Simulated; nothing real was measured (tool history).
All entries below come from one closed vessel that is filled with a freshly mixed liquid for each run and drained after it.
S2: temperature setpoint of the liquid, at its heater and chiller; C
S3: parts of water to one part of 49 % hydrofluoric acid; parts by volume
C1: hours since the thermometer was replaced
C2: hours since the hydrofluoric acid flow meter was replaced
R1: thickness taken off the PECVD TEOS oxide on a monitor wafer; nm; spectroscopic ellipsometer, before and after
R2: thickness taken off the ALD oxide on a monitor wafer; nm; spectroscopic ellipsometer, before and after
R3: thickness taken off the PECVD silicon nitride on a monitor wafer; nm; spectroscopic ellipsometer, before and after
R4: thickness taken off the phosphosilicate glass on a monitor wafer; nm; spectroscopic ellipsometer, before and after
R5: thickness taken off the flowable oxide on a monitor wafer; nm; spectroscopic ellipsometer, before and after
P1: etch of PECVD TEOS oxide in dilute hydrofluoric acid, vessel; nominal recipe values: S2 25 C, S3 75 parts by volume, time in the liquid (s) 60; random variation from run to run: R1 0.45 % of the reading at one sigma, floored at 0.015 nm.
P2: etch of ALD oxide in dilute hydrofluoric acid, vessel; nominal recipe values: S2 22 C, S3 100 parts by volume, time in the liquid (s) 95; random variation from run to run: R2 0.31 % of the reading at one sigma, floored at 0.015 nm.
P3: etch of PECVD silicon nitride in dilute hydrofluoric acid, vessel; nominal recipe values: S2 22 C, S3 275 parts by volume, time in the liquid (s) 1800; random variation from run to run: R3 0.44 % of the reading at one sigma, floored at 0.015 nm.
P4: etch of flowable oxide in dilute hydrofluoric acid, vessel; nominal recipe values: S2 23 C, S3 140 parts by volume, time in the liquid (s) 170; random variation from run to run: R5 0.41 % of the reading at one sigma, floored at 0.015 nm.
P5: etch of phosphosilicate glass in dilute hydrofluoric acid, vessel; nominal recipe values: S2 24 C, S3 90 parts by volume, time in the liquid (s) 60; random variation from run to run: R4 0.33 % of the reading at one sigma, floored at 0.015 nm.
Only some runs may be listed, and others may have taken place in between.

Run 1, day 0.246: process that ran P1, S2 25 C, S3 75 parts by volume, time in the liquid (s) 60; C1 508.2; C2 313.3. Result: R1 18.944 nm.
Run 2, day 0.696: process that ran P2, S2 17 C, S3 100 parts by volume, time in the liquid (s) 95; C1 519; C2 324.1. Result: R2 12.777 nm.
Run 3, day 1.1: process that ran P3, S2 22 C, S3 275 parts by volume, time in the liquid (s) 1800; C1 528.7; C2 333.8. Result: R3 34.042 nm.
Run 4, day 1.396: process that ran P5, S2 24 C, S3 90 parts by volume, time in the liquid (s) 60; C1 535.8; C2 340.9. Result: R4 64.477 nm.
Run 5, day 1.921: process that ran P1, S2 25 C, S3 75 parts by volume, time in the liquid (s) 60; C1 548.4; C2 353.5. Result: R1 18.85 nm.
Run 6, day 2.433: process that ran P1, S2 20 C, S3 75 parts by volume, time in the liquid (s) 110; C1 560.7; C2 365.8. Result: R1 28.302 nm.
Run 7, day 2.792: process that ran P1, S2 19.5 C, S3 75 parts by volume, time in the liquid (s) 60; C1 569.3; C2 374.4. Result: R1 15.213 nm.
Run 8, day 3.15: process that ran P1, S2 17.5 C, S3 75 parts by volume, time in the liquid (s) 90; C1 577.9; C2 383. Result: R1 20.786 nm.
Run 9, day 3.521: process that ran P2, S2 22 C, S3 100 parts by volume, time in the liquid (s) 180; C1 586.8; C2 391.9. Result: R2 29.701 nm.
Run 10, day 3.854: process that ran P4, S2 23 C, S3 140 parts by volume, time in the liquid (s) 170; C1 594.8; C2 399.9. Result: R5 43.566 nm.
Run 11, day 4.375: process that ran P2, S2 22 C, S3 100 parts by volume, time in the liquid (s) 95; C1 607.3; C2 412.4. Result: R2 15.707 nm.
Run 12, day 4.817: process that ran P5, S2 24 C, S3 90 parts by volume, time in the liquid (s) 30; C1 617.9; C2 423. Result: R4 32.358 nm.
Run 13, day 5.338: process that ran P4, S2 23 C, S3 245 parts by volume, time in the liquid (s) 170; C1 630.4; C2 435.5. Result: R5 22.097 nm.
Run 14, day 5.717: process that ran P1, S2 25 C, S3 75 parts by volume, time in the liquid (s) 60; C1 639.5; C2 444.6. Result: R1 18.876 nm.
Run 15, day 6.104: process that ran P1, S2 25 C, S3 20 parts by volume, time in the liquid (s) 60; C1 648.8; C2 453.9. Result: R1 76.487 nm.
Run 16, day 6.583: process that ran P3, S2 18 C, S3 275 parts by volume, time in the liquid (s) 1800; C1 660.3; C2 465.4. Result: R3 26.026 nm.
Run 17, day 6.971: process that ran P1, S2 25 C, S3 75 parts by volume, time in the liquid (s) 60; C1 669.6; C2 474.7. Result: R1 18.89 nm.
Run 18, day 7.421: process that ran P2, S2 22 C, S3 60 parts by volume, time in the liquid (s) 95; C1 680.4; C2 485.5. Result: R2 27.448 nm.
Run 19, day 7.671: process that ran P3, S2 22 C, S3 275 parts by volume, time in the liquid (s) 960; C1 686.4; C2 491.5. Result: R3 18.004 nm.
Run 20, day 7.933: process that ran P1, S2 31.5 C, S3 75 parts by volume, time in the liquid (s) 60; C1 692.7; C2 497.8. Result: R1 24.511 nm.
Run 21, day 8.246: process that ran P4, S2 18.5 C, S3 140 parts by volume, time in the liquid (s) 170; C1 700.2; C2 505.3. Result: R5 36.164 nm.
Run 22, day 8.571: process that ran P1, S2 25 C, S3 75 parts by volume, time in the liquid (s) 60; C1 708; C2 513.1. Result: R1 18.999 nm.
Run 23, day 8.9: process that ran P5, S2 20.5 C, S3 90 parts by volume, time in the liquid (s) 60; C1 715.9; C2 521. Result: R4 56 nm.
Run 24, day 9.371: process that ran P4, S2 23 C, S3 140 parts by volume, time in the liquid (s) 170; C1 727.2; C2 532.3. Result: R5 43.234 nm.
Run 25, day 9.825: process that ran P1, S2 25 C, S3 75 parts by volume, time in the liquid (s) 60; C1 738.1; C2 543.2. Result: R1 18.96 nm.
Run 26, day 10.067: process that ran P5, S2 24 C, S3 50 parts by volume, time in the liquid (s) 60; C1 743.9; C2 549. Result: R4 121.83 nm.
Run 27, day 10.6: process that ran P1, S2 25 C, S3 140 parts by volume, time in the liquid (s) 60; C1 756.7; C2 561.8. Result: R1 9.3605 nm.
Run 28, day 11.021: process that ran P1, S2 25 C, S3 75 parts by volume, time in the liquid (s) 30; C1 766.8; C2 571.9. Result: R1 9.4402 nm.

For run 29, what comes out?
Run 29, day 11.479: process that ran P1, S2 25 C, S3 50 parts by volume, time in the liquid (s) 105; C1 777.8; C2 582.9. Result: R1 ?.

Run 29 yielded R1 51.732 nm.

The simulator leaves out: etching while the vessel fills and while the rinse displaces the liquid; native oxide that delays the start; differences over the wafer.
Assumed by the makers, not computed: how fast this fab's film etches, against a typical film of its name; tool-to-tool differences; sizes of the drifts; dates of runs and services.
